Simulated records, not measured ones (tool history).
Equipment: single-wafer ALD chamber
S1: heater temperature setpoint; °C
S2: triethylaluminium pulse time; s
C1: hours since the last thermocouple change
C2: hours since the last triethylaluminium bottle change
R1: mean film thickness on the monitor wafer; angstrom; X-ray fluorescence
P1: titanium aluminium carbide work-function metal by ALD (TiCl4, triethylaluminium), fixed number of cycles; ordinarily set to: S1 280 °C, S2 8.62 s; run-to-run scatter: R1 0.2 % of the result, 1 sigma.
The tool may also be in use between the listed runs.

| run | day | S1 | S2 | C1 | C2 | R1 |
|---|---|---|---|---|---|---|
| 1 | 0.083 | 280 | 8.62 | 888.5 | 168.3 | 17.960 |
| 2 | 0.175 | 280 | 8.62 | 890.7 | 170.5 | 17.931 |
|  | 0.192 | triethylaluminium bottle replaced |
| 3 | 0.300 | 261 | 8.62 | 893.7 | 2.7 | 16.303 |
| 4 | 0.454 | 280 | 8.62 | 897.4 | 6.4 | 17.917 |
| 5 | 0.542 | 280 | 8.62 | 899.5 | 8.5 | 17.896 |
| 6 | 0.700 | 305 | 8.62 | 903.3 | 12.3 | 20.010 |
| 7 | 0.850 | 300 | 3.86 | 906.9 | 15.9 | 15.271 |
| 8 | 0.988 | 302 | 3.41 | 910.2 | 19.2 | 14.402 |
| 9 | 1.171 | 280 | 3.84 | 914.6 | 23.6 | 13.884 |
| 10 | 1.304 | 280 | 13.29 | 917.8 | 26.8 | 18.702 |
| 11 | 1.462 | 280 | 8.62 | 921.6 | 30.6 | 17.957 |

Expected results for the next run?
| 12 | 1.612 | 280 | 8.62 | 925.2 | 34.2 | ? |

R1: 17.885 angstrom

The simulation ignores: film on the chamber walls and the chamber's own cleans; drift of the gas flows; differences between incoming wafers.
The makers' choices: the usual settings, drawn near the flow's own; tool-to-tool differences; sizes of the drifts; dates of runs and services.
